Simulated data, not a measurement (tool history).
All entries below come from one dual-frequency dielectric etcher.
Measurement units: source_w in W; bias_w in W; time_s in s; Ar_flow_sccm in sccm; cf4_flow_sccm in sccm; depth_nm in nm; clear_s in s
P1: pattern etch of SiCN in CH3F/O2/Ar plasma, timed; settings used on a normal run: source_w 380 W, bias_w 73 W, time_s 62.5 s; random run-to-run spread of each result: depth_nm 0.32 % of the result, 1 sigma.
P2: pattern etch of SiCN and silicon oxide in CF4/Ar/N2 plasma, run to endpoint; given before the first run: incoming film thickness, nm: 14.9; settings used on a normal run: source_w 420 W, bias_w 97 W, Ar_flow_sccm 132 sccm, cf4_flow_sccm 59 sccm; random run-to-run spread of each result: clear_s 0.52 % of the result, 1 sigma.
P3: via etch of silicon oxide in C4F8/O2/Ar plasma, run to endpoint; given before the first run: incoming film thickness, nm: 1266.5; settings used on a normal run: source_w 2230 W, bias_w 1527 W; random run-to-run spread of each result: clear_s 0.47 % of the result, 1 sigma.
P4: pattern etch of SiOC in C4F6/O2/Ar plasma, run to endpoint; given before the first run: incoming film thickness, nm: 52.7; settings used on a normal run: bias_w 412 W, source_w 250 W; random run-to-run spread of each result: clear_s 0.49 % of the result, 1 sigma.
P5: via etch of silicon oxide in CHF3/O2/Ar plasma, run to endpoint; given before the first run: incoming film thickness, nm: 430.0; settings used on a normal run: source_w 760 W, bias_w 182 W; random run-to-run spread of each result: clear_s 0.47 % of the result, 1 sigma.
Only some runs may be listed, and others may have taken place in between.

run,hour,process,source_w,bias_w,time_s,Ar_flow_sccm,cf4_flow_sccm,depth_nm,clear_s
1,3.1,P1,380,73,62.5,,,22.996,
2,6.6,P2,420,97,,77,59,,17.046
3,10.3,P2,420,97,,132,82,,17.561
4,13.0,P5,960,182,,,,,183.200
5,17.0,P3,2230,1527,,,,,252.660
6,20.0,P1,380,73,45.5,,,16.678,
7,22.8,P2,420,119,,132,59,,17.058
8,26.5,P4,250,412,,,,,23.573
9,29.2,P2,420,97,,132,59,,18.283
10,32.9,P1,380,73,62.5,,,22.954,
11,36.6,P1,380,73,83.5,,,30.842,
# hour 39.1: wet clean of the chamber
12,40.4,P2,420,97,,132,59,,18.516
# hour 41.5: bias power generator calibrated
13,45.6,P1,260,73,45.0,,,14.395,
14,51.4,P5,760,182,,,,,201.050
15,56.8,P1,380,73,62.5,,,23.113,
16,60.4,P4,300,412,,,,,22.205
17,63.3,P1,380,88,62.5,,,24.599,
18,67.6,P5,760,109,,,,,236.310
19,70.9,P3,3160,1527,,,,,218.010
20,76.8,P1,380,93,76.0,,,30.458,
21,81.1,P4,250,412,,,,,23.674
22,85.0,P1,300,73,62.5,,,20.966,
23,90.4,P3,2230,959,,,,,284.720
24,93.9,P4,250,283,,,,,27.201
25,98.4,P5,760,182,,,,,200.010
26,102.2,P2,320,97,,132,59,,23.365
27,105.3,P1,380,73,62.5,,,23.004,
28,108.9,P1,380,50,62.5,,,20.268,
29,114.0,P1,470,73,62.5,,,24.788,
30,119.2,P1,380,73,62.5,,,23.100,
31,124.1,P1,380,73,62.5,,,22.877,
32,128.4,P1,380,73,62.5,,,22.770,
33,133.6,P1,380,73,62.5,,,22.568,
34,139.3,P1,380,73,62.5,,,22.517,
35,142.5,P1,380,73,62.5,,,22.657,
# hour 143.9: wet clean of the chamber
36,148.3,P1,380,73,62.5,,,22.642,
37,152.2,P1,380,73,62.5,,,22.668,
38,156.7,P1,380,73,62.5,,,22.613,
39,160.4,P1,380,73,62.5,,,22.523,

P1 has crept away from where it was. The log is fitted equally well by each of these 2 causes, at the sizes shown:
A: bias power that arrives under what is set, % = 4.36
B: source power that arrives under what is set, % = 4.12
Creep in the process output first set in at about hour 119.2.
What rules out each remaining cause:
chamber walls in a state that lowers the etch rate, %: work on it at hour 143.9, done after the drift set in, did not restore what the process gave before

Consider the 4 check runs below, whose results appear as question marks and each of which averages 3 wafers. Which one distinguishes the causes, in that each cause would give it a clearly different result?
check 1,164.1,P4,250,320,,,,,?
check 2,164.1,P5,870,127,,,,,?
check 3,164.1,P3,3060,1527,,,,,?
check 4,164.1,P2,420,97,,81,76,,?

What every check run would give for each of its results, assuming each possible cause in turn:
check,result,if A,if B
check 1,clear_s,26.305,26.301
check 2,clear_s,215.970,216.660
check 3,clear_s,224.910,226.200
check 4,clear_s,16.908,17.278
Per check, the gap between the least separated pair of causes, taken in the result that splits them most: check 1 0.02 %; check 2 0.32 %; check 3 0.57 %; check 4 2.16 %
Check 4 is the one run that separates the causes; every other check would come out nearly the same whichever cause is at work.

With check 4 done, the readings were: clear_s 16.934 s. Identify which of the listed causes applies.

The cause is A: bias power that arrives under what is set, %.
